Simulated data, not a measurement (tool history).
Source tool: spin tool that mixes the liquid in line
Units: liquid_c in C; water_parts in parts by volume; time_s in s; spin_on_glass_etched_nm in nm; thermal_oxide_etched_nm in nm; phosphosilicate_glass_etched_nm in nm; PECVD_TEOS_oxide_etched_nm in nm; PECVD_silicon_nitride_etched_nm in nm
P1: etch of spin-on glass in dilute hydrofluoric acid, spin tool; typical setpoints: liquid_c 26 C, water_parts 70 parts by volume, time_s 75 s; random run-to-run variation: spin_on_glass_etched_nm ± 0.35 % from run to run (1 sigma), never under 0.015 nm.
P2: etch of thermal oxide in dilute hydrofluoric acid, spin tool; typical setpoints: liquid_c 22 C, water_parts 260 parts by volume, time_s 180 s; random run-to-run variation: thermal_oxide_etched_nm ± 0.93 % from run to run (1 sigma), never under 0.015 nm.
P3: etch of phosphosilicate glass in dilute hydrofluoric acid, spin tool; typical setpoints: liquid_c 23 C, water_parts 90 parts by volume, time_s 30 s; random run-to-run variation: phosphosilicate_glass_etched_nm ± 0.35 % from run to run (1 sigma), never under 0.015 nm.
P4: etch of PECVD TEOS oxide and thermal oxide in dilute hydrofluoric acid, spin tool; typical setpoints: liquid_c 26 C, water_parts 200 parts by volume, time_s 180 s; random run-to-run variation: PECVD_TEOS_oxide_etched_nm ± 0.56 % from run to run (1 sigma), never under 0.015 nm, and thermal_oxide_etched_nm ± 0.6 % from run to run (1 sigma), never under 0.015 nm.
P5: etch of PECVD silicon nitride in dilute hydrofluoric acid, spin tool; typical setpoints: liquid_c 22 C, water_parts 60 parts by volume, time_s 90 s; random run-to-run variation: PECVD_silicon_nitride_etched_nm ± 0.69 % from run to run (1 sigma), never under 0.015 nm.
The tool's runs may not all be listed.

| run | hour | process | liquid_c | water_parts | time_s | hours since the thermometer was replaced | hours since the hydrofluoric acid flow meter was replaced | spin_on_glass_etched_nm | thermal_oxide_etched_nm | phosphosilicate_glass_etched_nm | PECVD_TEOS_oxide_etched_nm | PECVD_silicon_nitride_etched_nm |
|---|---|---|---|---|---|---|---|---|---|---|---|---|
| 1 | 11.1 | P1 | 26 | 70 | 75 | 380.3 | 1569.1 | 30.01 |  |  |  |  |
| 2 | 26.2 | P2 | 22 | 260 | 180 | 395.4 | 1584.2 |  | 2.6262 |  |  |  |
| 3 | 42.2 | P1 | 26 | 70 | 75 | 411.4 | 1600.2 | 30.084 |  |  |  |  |
| 4 | 57 | P1 | 26 | 70 | 75 | 426.2 | 1615 | 30.154 |  |  |  |  |
| 5 | 65.3 | P3 | 30.5 | 90 | 30 | 434.5 | 1623.3 |  |  | 55.346 |  |  |
| 6 | 77.4 | P1 | 26 | 70 | 75 | 446.6 | 1635.4 | 30.19 |  |  |  |  |
| 7 | 92.1 | P4 | 26 | 200 | 180 | 461.3 | 1650.1 |  | 4.0996 |  | 8.6847 |  |
| 8 | 107.7 | P2 | 22 | 260 | 15 | 476.9 | 1665.7 |  | 0.20908 |  |  |  |
| 9 | 118.8 | P3 | 23 | 90 | 55 | 488 | 1676.8 |  |  | 76.47 |  |  |
| 10 | 128.1 | P3 | 23 | 90 | 30 | 497.3 | 1686.1 |  |  | 41.502 |  |  |
| 11 | 137.1 | P1 | 26 | 35 | 75 | 506.3 | 1695.1 | 63.029 |  |  |  |  |
| 12 | 149.5 | P1 | 26 | 115 | 75 | 518.7 | 1707.5 | 17.38 |  |  |  |  |
| 13 | 165.5 | P1 | 26 | 70 | 75 | 534.7 | 1723.5 | 29.963 |  |  |  |  |
| 14 | 176.7 | P5 | 22 | 60 | 90 | 545.9 | 1734.7 |  |  |  |  | 3.8541 |
| 15 | 189.3 | P5 | 22 | 60 | 90 | 558.5 | 1747.3 |  |  |  |  | 3.8737 |
| 16 | 200.5 | P1 | 33.5 | 70 | 105 | 569.7 | 1758.5 | 56.328 |  |  |  |  |
| 17 | 213.1 | P2 | 22 | 420 | 180 | 582.3 | 1771.1 |  | 1.4316 |  |  |  |
| 18 | 226.1 | P1 | 26 | 70 | 75 | 595.3 | 1784.1 | 29.951 |  |  |  |  |
| 19 | 239.9 | P5 | 28 | 60 | 90 | 609.1 | 1797.9 |  |  |  |  | 5.8056 |
| 20 | 255.1 | P2 | 17 | 260 | 180 | 624.3 | 1813.1 |  | 2.1796 |  |  |  |
| 21 | 269.9 | P5 | 22 | 60 | 15 | 639.1 | 1827.9 |  |  |  |  | 0.63626 |
| 22 | 283.6 | P1 | 26 | 70 | 145 | 652.8 | 1841.6 | 57.921 |  |  |  |  |
| 23 | 294.8 | P1 | 33 | 95 | 75 | 664 | 1852.8 | 28.078 |  |  |  |  |
| 24 | 306.5 | P4 | 26 | 200 | 300 | 675.7 | 1864.5 |  | 6.831 |  | 14.368 |  |
| 25 | 322.3 | P1 | 26 | 70 | 15 | 691.5 | 1880.3 | 6.0249 |  |  |  |  |
| 26 | 330.5 | P4 | 26 | 35 | 180 | 699.7 | 1888.5 |  | 28.754 |  | 61.177 |  |
| 27 | 344.5 | P5 | 22 | 20 | 90 | 713.7 | 1902.5 |  |  |  |  | 11.163 |
| 28 | 355.1 | P4 | 20 | 200 | 180 | 724.3 | 1913.1 |  | 3.2487 |  | 6.8562 |  |
| 29 | 365.4 | P4 | 26 | 200 | 180 | 734.6 | 1923.4 |  | 4.0883 |  | 8.6002 |  |
| 30 | 379 | P1 | 31 | 70 | 75 | 748.2 | 1937 | 36.702 |  |  |  |  |
| 31 | 386.7 | P3 | 23 | 135 | 30 | 755.9 | 1944.7 |  |  | 26.244 |  |  |
| 32 | 397.6 | P1 | 18 | 70 | 75 | 766.8 | 1955.6 | 21.805 |  |  |  |  |
| 33 | 410.5 | P2 | 22 | 260 | 180 | 779.7 | 1968.5 |  | 2.5899 |  |  |  |
| 34 | 421.4 | P1 | 26 | 70 | 75 | 790.6 | 1979.4 | 30.061 |  |  |  |  |
| 35 | 437.1 | P1 | 26 | 70 | 75 | 806.3 | 1995.1 | 31.151 |  |  |  |  |
| 36 | 448.9 | P1 | 26 | 70 | 75 | 818.1 | 2006.9 | 31.429 |  |  |  |  |
| 37 | 458.4 | P1 | 26 | 70 | 75 | 827.6 | 2016.4 | 31.668 |  |  |  |  |
| 38 | 467.5 | P1 | 26 | 70 | 75 | 836.7 | 2025.5 | 31.761 |  |  |  |  |
| 39 | 477.1 | P1 | 26 | 70 | 75 | 846.3 | 2035.1 | 31.762 |  |  |  |  |
| 40 | 490 | P1 | 26 | 70 | 75 | 859.2 | 2048 | 32.05 |  |  |  |  |
| 41 | 500.4 | P1 | 26 | 70 | 75 | 869.6 | 2058.4 | 32.109 |  |  |  |  |
| 42 | 515.8 | P1 | 26 | 70 | 75 | 885 | 2073.8 | 32.095 |  |  |  |  |
| 43 | 525.2 | P1 | 26 | 70 | 75 | 894.4 | 2083.2 | 32.044 |  |  |  |  |
| 44 | 538.8 | P1 | 26 | 70 | 75 | 908 | 2096.8 | 32.035 |  |  |  |  |
| 45 | 546.7 | P1 | 26 | 70 | 75 | 915.9 | 2104.7 | 32.175 |  |  |  |  |

Something has made what P1 gives creep away from where it was; the 2 causes below, each at its own stated size, fit the log equally well:
A: liquid hotter than its thermometer reads (K) = 1.66
B: hydrofluoric acid flow above the setpoint (%) = 6.18
The process output started creeping at around hour 421.4.

You are offered 4 check runs, listed below with question marks in place of their results; each one averages 3 wafers. Which run separates the listed causes by giving clearly different results for each?
| check 1 | 554.6 | P5 | 22 | 60 | 35 |  |  |  |  |  |  | ? |
| check 2 | 554.6 | P3 | 29.5 | 90 | 30 |  |  |  |  | ? |  |  |
| check 3 | 554.6 | P4 | 21.5 | 40 | 180 |  |  |  | ? |  | ? |  |
| check 4 | 554.6 | P2 | 17 | 260 | 50 |  |  |  | ? |  |  |  |

Expected result of each check under each candidate cause:
| check | result | if A | if B |
|---|---|---|---|
| check 1 | PECVD_silicon_nitride_etched_nm | 1.6789 | 1.591 |
| check 2 | phosphosilicate_glass_etched_nm | 57.149 | 57.427 |
| check 3 | thermal_oxide_etched_nm | 22.28 | 22.129 |
| check 3 | PECVD_TEOS_oxide_etched_nm | 46.743 | 46.425 |
| check 4 | thermal_oxide_etched_nm | 0.64291 | 0.64909 |
Gap, in per cent, between the two causes that each check separates least, read from the result that separates them most: check 1 5.38 %; check 2 0.49 %; check 3 0.68 %; check 4 0.96 %
Of the check runs offered, only check 1 discriminates between the causes; the rest would read about the same regardless of which cause applies.

Here is what check 1 returned: PECVD_silicon_nitride_etched_nm 1.6151 nm. Which cause is it?

B is the cause: hydrofluoric acid flow above the setpoint (%).
